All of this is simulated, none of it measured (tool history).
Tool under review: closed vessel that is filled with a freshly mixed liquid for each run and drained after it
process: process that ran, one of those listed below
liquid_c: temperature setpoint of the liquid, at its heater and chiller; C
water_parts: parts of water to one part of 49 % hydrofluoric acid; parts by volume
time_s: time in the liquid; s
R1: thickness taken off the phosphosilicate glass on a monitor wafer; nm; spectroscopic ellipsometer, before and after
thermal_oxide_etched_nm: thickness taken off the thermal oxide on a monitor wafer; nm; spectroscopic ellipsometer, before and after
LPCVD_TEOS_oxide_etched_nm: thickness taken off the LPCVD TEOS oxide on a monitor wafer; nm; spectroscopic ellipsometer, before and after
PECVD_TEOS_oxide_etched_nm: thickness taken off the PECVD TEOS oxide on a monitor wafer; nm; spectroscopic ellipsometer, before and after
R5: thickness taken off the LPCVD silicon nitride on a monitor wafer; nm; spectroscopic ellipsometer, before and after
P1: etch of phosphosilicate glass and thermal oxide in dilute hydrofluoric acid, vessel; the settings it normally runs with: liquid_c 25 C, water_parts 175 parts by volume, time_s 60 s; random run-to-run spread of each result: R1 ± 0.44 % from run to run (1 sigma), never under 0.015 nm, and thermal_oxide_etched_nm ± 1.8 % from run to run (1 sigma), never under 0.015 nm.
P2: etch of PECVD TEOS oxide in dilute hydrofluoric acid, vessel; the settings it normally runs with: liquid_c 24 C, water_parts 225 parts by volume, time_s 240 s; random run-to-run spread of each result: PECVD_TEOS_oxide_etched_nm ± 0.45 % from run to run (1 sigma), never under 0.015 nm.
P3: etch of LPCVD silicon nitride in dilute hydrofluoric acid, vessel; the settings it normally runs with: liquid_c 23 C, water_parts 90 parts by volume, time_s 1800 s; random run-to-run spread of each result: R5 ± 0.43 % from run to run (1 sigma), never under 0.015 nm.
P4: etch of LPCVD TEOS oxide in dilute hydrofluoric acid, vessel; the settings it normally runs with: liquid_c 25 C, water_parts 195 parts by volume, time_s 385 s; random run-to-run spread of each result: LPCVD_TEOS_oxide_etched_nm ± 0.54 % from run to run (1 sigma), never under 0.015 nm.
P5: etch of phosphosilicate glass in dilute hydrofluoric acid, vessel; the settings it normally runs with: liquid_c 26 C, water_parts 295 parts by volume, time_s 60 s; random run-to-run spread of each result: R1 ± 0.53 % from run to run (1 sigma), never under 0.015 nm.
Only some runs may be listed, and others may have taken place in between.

{"run": 1, "day": 0.512, "process": "P1", "liquid_c": 25, "water_parts": 175, "time_s": 60, "R1": 24.449, "thermal_oxide_etched_nm": 1.5469}
{"run": 2, "day": 0.888, "process": "P4", "liquid_c": 25, "water_parts": 195, "time_s": 210, "LPCVD_TEOS_oxide_etched_nm": 19.129}
{"run": 3, "day": 1.279, "process": "P1", "liquid_c": 28.5, "water_parts": 285, "time_s": 60, "R1": 15.037, "thermal_oxide_etched_nm": 0.94763}
{"run": 4, "day": 1.712, "process": "P4", "liquid_c": 25, "water_parts": 325, "time_s": 385, "LPCVD_TEOS_oxide_etched_nm": 18.328}
{"run": 5, "day": 2.2, "process": "P1", "liquid_c": 25, "water_parts": 65, "time_s": 60, "R1": 74.822, "thermal_oxide_etched_nm": 4.4575}
{"run": 6, "day": 2.546, "process": "P2", "liquid_c": 24, "water_parts": 225, "time_s": 445, "PECVD_TEOS_oxide_etched_nm": 19.27}
{"run": 7, "day": 3.208, "process": "P5", "liquid_c": 26, "water_parts": 460, "time_s": 60, "R1": 5.6203}
{"day": 3.646, "done": "hydrofluoric acid flow meter replaced"}
{"run": 8, "day": 3.658, "process": "P1", "liquid_c": 29.5, "water_parts": 175, "time_s": 60, "R1": 28.799, "thermal_oxide_etched_nm": 1.8212}
{"run": 9, "day": 3.967, "process": "P1", "liquid_c": 25, "water_parts": 175, "time_s": 60, "R1": 24.312, "thermal_oxide_etched_nm": 1.4831}
{"run": 10, "day": 4.412, "process": "P1", "liquid_c": 25, "water_parts": 175, "time_s": 60, "R1": 24.566, "thermal_oxide_etched_nm": 1.5257}
{"run": 11, "day": 4.808, "process": "P3", "liquid_c": 23, "water_parts": 90, "time_s": 230, "R5": 1.2353}
{"run": 12, "day": 5.425, "process": "P2", "liquid_c": 24, "water_parts": 225, "time_s": 240, "PECVD_TEOS_oxide_etched_nm": 10.454}
{"run": 13, "day": 5.942, "process": "P1", "liquid_c": 25, "water_parts": 175, "time_s": 60, "R1": 24.496, "thermal_oxide_etched_nm": 1.5301}
{"run": 14, "day": 6.362, "process": "P2", "liquid_c": 24, "water_parts": 225, "time_s": 240, "PECVD_TEOS_oxide_etched_nm": 10.483}
{"run": 15, "day": 6.733, "process": "P3", "liquid_c": 19, "water_parts": 90, "time_s": 1800, "R5": 7.3524}
{"run": 16, "day": 7.325, "process": "P5", "liquid_c": 26, "water_parts": 295, "time_s": 30, "R1": 5.1566}
{"run": 17, "day": 7.825, "process": "P1", "liquid_c": 25, "water_parts": 250, "time_s": 60, "R1": 15.835, "thermal_oxide_etched_nm": 0.95726}
{"run": 18, "day": 8.125, "process": "P3", "liquid_c": 23, "water_parts": 90, "time_s": 1800, "R5": 9.7652}
{"run": 19, "day": 8.546, "process": "P1", "liquid_c": 25, "water_parts": 175, "time_s": 85, "R1": 34.422, "thermal_oxide_etched_nm": 2.1383}
{"run": 20, "day": 8.967, "process": "P2", "liquid_c": 32, "water_parts": 225, "time_s": 240, "PECVD_TEOS_oxide_etched_nm": 13.766}
{"run": 21, "day": 9.462, "process": "P1", "liquid_c": 18.5, "water_parts": 175, "time_s": 60, "R1": 19, "thermal_oxide_etched_nm": 1.208}
{"run": 22, "day": 10.088, "process": "P1", "liquid_c": 25, "water_parts": 175, "time_s": 35, "R1": 14.346, "thermal_oxide_etched_nm": 0.8651}
{"run": 23, "day": 10.679, "process": "P2", "liquid_c": 24, "water_parts": 330, "time_s": 240, "PECVD_TEOS_oxide_etched_nm": 6.4185}
{"run": 24, "day": 11.029, "process": "P3", "liquid_c": 23, "water_parts": 25, "time_s": 1800, "R5": 33.71}
{"run": 25, "day": 11.55, "process": "P4", "liquid_c": 25, "water_parts": 195, "time_s": 385, "LPCVD_TEOS_oxide_etched_nm": 34.761}
{"run": 26, "day": 11.871, "process": "P1", "liquid_c": 25, "water_parts": 175, "time_s": 60, "R1": 24.583, "thermal_oxide_etched_nm": 1.4991}
{"run": 27, "day": 12.254, "process": "P5", "liquid_c": 31, "water_parts": 295, "time_s": 60, "R1": 12.026}
{"run": 28, "day": 12.775, "process": "P5", "liquid_c": 26, "water_parts": 295, "time_s": 60, "R1": 10.227}
{"run": 29, "day": 13.412, "process": "P3", "liquid_c": 23, "water_parts": 90, "time_s": 1800, "R5": 9.6295}
{"run": 30, "day": 13.721, "process": "P1", "liquid_c": 25, "water_parts": 175, "time_s": 60, "R1": 24.478, "thermal_oxide_etched_nm": 1.4868}
{"run": 31, "day": 14.029, "process": "P4", "liquid_c": 31, "water_parts": 195, "time_s": 385, "LPCVD_TEOS_oxide_etched_nm": 43.011}
{"run": 32, "day": 14.388, "process": "P1", "liquid_c": 25, "water_parts": 45, "time_s": 35, "R1": 65.08, "thermal_oxide_etched_nm": 4.2704}
{"run": 33, "day": 14.762, "process": "P1", "liquid_c": 25, "water_parts": 175, "time_s": 60, "R1": 24.451, "thermal_oxide_etched_nm": 1.5258}
{"run": 34, "day": 15.175, "process": "P1", "liquid_c": 25, "water_parts": 175, "time_s": 60, "R1": 24.826, "thermal_oxide_etched_nm": 1.5706}
{"run": 35, "day": 15.796, "process": "P1", "liquid_c": 25, "water_parts": 175, "time_s": 60, "R1": 25.13, "thermal_oxide_etched_nm": 1.5689}
{"run": 36, "day": 16.267, "process": "P1", "liquid_c": 25, "water_parts": 175, "time_s": 60, "R1": 25.313, "thermal_oxide_etched_nm": 1.6219}
{"run": 37, "day": 16.733, "process": "P1", "liquid_c": 25, "water_parts": 175, "time_s": 60, "R1": 25.545, "thermal_oxide_etched_nm": 1.6354}
{"run": 38, "day": 17.3, "process": "P1", "liquid_c": 25, "water_parts": 175, "time_s": 60, "R1": 25.726, "thermal_oxide_etched_nm": 1.5519}
{"run": 39, "day": 17.733, "process": "P1", "liquid_c": 25, "water_parts": 175, "time_s": 60, "R1": 25.561, "thermal_oxide_etched_nm": 1.6235}
{"run": 40, "day": 18.083, "process": "P1", "liquid_c": 25, "water_parts": 175, "time_s": 60, "R1": 25.699, "thermal_oxide_etched_nm": 1.6181}
{"run": 41, "day": 18.442, "process": "P1", "liquid_c": 25, "water_parts": 175, "time_s": 60, "R1": 25.542, "thermal_oxide_etched_nm": 1.6841}
{"run": 42, "day": 18.8, "process": "P1", "liquid_c": 25, "water_parts": 175, "time_s": 60, "R1": 25.502, "thermal_oxide_etched_nm": 1.6019}
{"run": 43, "day": 19.45, "process": "P1", "liquid_c": 25, "water_parts": 175, "time_s": 60, "R1": 25.764, "thermal_oxide_etched_nm": 1.5976}

Something has made what P1 gives creep away from where it was; the 2 causes below, each at its own stated size, fit the log equally well:
A: hydrofluoric acid flow above the setpoint (%) = 4.38
B: liquid hotter than its thermometer reads (K) = 1.39
The drift started at roughly day 14.762.

4 check runs are offered, one wafer each, their results left as question marks. Which one tells the causes apart?
{"run": "check 1", "day": 20.1, "process": "P2", "liquid_c": 24, "water_parts": 225, "time_s": 240, "PECVD_TEOS_oxide_etched_nm": "?"}
{"run": "check 2", "day": 20.1, "process": "P5", "liquid_c": 26, "water_parts": 295, "time_s": 60, "R1": "?"}
{"run": "check 3", "day": 20.1, "process": "P4", "liquid_c": 25, "water_parts": 195, "time_s": 385, "LPCVD_TEOS_oxide_etched_nm": "?"}
{"run": "check 4", "day": 20.1, "process": "P3", "liquid_c": 23, "water_parts": 90, "time_s": 1800, "R5": "?"}

What every check run would give for each of its results, assuming each possible cause in turn:
check=check_1 result=PECVD_TEOS_oxide_etched_nm if_A=11.005 if_B=10.976
check=check_2 result=R1 if_A=10.891 if_B=10.796
check=check_3 result=LPCVD_TEOS_oxide_etched_nm if_A=36.714 if_B=36.665
check=check_4 result=R5 if_A=10.103 if_B=10.621
How far apart the two closest causes lie, in the result that separates them most: check 1 0.26 %; check 2 0.87 %; check 3 0.14 %; check 4 5 %
Of the check runs offered, only check 4 discriminates between the causes; the rest would read about the same regardless of which cause applies.

After running check 4, the following was obtained: R5 10.16 nm. Which cause does this point to?

It was cause A: hydrofluoric acid flow above the setpoint (%).

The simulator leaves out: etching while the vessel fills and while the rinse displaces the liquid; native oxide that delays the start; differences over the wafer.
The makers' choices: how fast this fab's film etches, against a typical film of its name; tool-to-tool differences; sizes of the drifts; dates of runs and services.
